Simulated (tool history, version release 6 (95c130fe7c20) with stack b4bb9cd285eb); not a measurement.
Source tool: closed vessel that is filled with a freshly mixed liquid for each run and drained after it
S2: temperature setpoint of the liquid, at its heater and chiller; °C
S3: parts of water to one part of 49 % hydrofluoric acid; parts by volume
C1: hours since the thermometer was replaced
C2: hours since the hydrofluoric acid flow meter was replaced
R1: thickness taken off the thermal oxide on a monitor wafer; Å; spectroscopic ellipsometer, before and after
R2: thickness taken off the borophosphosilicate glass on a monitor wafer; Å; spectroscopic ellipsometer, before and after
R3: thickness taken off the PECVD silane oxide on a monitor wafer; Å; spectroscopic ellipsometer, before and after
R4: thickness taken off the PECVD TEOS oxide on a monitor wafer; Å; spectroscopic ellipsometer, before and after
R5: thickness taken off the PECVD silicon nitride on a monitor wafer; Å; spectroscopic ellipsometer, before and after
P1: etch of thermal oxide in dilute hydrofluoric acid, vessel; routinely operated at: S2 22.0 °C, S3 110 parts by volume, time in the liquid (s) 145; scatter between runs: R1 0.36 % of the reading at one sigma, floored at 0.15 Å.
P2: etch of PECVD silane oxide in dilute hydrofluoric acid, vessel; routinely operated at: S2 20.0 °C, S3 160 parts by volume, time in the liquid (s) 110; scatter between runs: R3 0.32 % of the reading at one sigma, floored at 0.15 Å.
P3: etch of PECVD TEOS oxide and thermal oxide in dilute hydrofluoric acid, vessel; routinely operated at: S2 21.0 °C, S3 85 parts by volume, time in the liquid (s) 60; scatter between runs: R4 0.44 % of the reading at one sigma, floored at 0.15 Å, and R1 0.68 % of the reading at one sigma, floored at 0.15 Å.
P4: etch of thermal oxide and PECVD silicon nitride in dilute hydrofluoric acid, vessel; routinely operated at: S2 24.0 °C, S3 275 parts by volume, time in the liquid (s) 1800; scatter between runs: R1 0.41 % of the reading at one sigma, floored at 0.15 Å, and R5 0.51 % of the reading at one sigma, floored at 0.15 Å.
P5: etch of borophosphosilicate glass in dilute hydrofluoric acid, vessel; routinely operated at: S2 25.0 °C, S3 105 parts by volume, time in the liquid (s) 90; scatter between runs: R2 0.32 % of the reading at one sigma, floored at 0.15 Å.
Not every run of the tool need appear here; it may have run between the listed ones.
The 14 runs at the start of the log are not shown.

Run 15, hour 155.4: process that ran P1, S2 22.0 °C, S3 150 parts by volume, time in the liquid (s) 205; C1 918.2; C2 765.8. Result: R1 55.516 Å.
Run 16, hour 166.7: process that ran P4, S2 30.5 °C, S3 275 parts by volume, time in the liquid (s) 1800; C1 929.5; C2 777.1. Result: R1 315.220 Å, R5 363.59 Å.
Run 17, hour 174.6: process that ran P2, S2 20.0 °C, S3 160 parts by volume, time in the liquid (s) 110; C1 937.4; C2 785.0. Result: R3 130.89 Å.
Run 18, hour 188.0: process that ran P4, S2 24.0 °C, S3 275 parts by volume, time in the liquid (s) 1800; C1 950.8; C2 798.4. Result: R1 251.860 Å, R5 247.08 Å.
Run 19, hour 201.9: process that ran P1, S2 22.0 °C, S3 110 parts by volume, time in the liquid (s) 30; C1 964.7; C2 812.3. Result: R1 11.457 Å.
Run 20, hour 214.3: process that ran P2, S2 17.0 °C, S3 160 parts by volume, time in the liquid (s) 110; C1 977.1; C2 824.7. Result: R3 115.57 Å.
Run 21, hour 227.4: process that ran P5, S2 25.0 °C, S3 105 parts by volume, time in the liquid (s) 90; C1 990.2; C2 837.8. Result: R2 475.58 Å.
Run 22, hour 239.1: process that ran P1, S2 22.0 °C, S3 110 parts by volume, time in the liquid (s) 145; C1 1001.9; C2 849.5. Result: R1 55.275 Å.
Run 23, hour 248.4: process that ran P4, S2 24.0 °C, S3 75 parts by volume, time in the liquid (s) 1800; C1 1011.2; C2 858.8. Result: R1 1147.500 Å, R5 889.87 Å.
Run 24, hour 260.1: process that ran P1, S2 22.0 °C, S3 110 parts by volume, time in the liquid (s) 145; C1 1022.9; C2 870.5. Result: R1 55.853 Å.
Run 25, hour 273.4: process that ran P4, S2 24.0 °C, S3 275 parts by volume, time in the liquid (s) 3405; C1 1036.2; C2 883.8. Result: R1 477.910 Å, R5 468.19 Å.

Run 26 comes next. What will it give?
Run 26, hour 286.5: process that ran P4, S2 24.0 °C, S3 275 parts by volume, time in the liquid (s) 1800; C1 1049.3; C2 896.9. Result: R1 ?, R5 ?.

{"run 26": {"R1": 252.46, "R5": 246.33}}

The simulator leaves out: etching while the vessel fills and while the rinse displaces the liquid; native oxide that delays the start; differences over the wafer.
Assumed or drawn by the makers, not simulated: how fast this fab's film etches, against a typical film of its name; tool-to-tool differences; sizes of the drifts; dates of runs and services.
